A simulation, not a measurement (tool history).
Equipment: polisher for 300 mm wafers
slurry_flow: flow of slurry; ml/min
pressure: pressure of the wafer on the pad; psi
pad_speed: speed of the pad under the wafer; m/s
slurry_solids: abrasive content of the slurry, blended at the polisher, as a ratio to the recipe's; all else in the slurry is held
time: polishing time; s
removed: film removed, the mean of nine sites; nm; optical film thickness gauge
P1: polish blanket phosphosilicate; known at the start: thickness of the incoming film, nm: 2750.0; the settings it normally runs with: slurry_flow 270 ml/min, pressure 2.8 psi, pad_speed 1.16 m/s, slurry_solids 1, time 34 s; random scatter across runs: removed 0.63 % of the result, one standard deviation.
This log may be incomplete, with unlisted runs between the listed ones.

run 1 day=0.312 | slurry_flow=270 pressure=2.8 pad_speed=1.16 slurry_solids=1 time=34 | removed=297.73
run 2 day=0.617 | slurry_flow=270 pressure=2.8 pad_speed=1.72 slurry_solids=1 time=34 | removed=405.1
run 3 day=0.767 | slurry_flow=270 pressure=2.8 pad_speed=1.16 slurry_solids=1 time=19 | removed=165.24
run 4 day=1.012 | slurry_flow=270 pressure=4.1 pad_speed=1.52 slurry_solids=1 time=34 | removed=538.53
run 5 day=1.279 | slurry_flow=270 pressure=1.5 pad_speed=1.16 slurry_solids=1 time=34 | removed=157.97
run 6 day=1.496 | slurry_flow=270 pressure=2.8 pad_speed=1.16 slurry_solids=1 time=34 | removed=297.44
run 7 day=1.65 | slurry_flow=270 pressure=2.8 pad_speed=1.16 slurry_solids=1 time=46 | removed=397.2
run 8 day=1.812 | slurry_flow=270 pressure=4 pad_speed=1.16 slurry_solids=1 time=34 | removed=422.96
run 9 day=1.958 | slurry_flow=270 pressure=2.8 pad_speed=1.16 slurry_solids=0.5 time=34 | removed=203.39
-- day=2.15 slurry blender recalibrated
run 10 day=2.212 | slurry_flow=270 pressure=2.8 pad_speed=1.16 slurry_solids=1.25 time=34 | removed=328.64
run 11 day=2.512 | slurry_flow=270 pressure=2.8 pad_speed=1.16 slurry_solids=1 time=34 | removed=295.75
run 12 day=2.65 | slurry_flow=165 pressure=2.8 pad_speed=1.16 slurry_solids=1 time=34 | removed=279.66
run 13 day=2.788 | slurry_flow=350 pressure=2.8 pad_speed=1.16 slurry_solids=1 time=34 | removed=303.19
run 14 day=3.083 | slurry_flow=270 pressure=2.8 pad_speed=1.16 slurry_solids=1 time=34 | removed=297.88

Run 15 has not been measured yet. What should we expect?
-- day=3.267 conditioning disc replaced and pad reconditioned
run 15 day=3.3 | slurry_flow=270 pressure=2.8 pad_speed=1.16 slurry_solids=1 time=34 | removed=?

Run 15 came out at removed 298.41 nm.
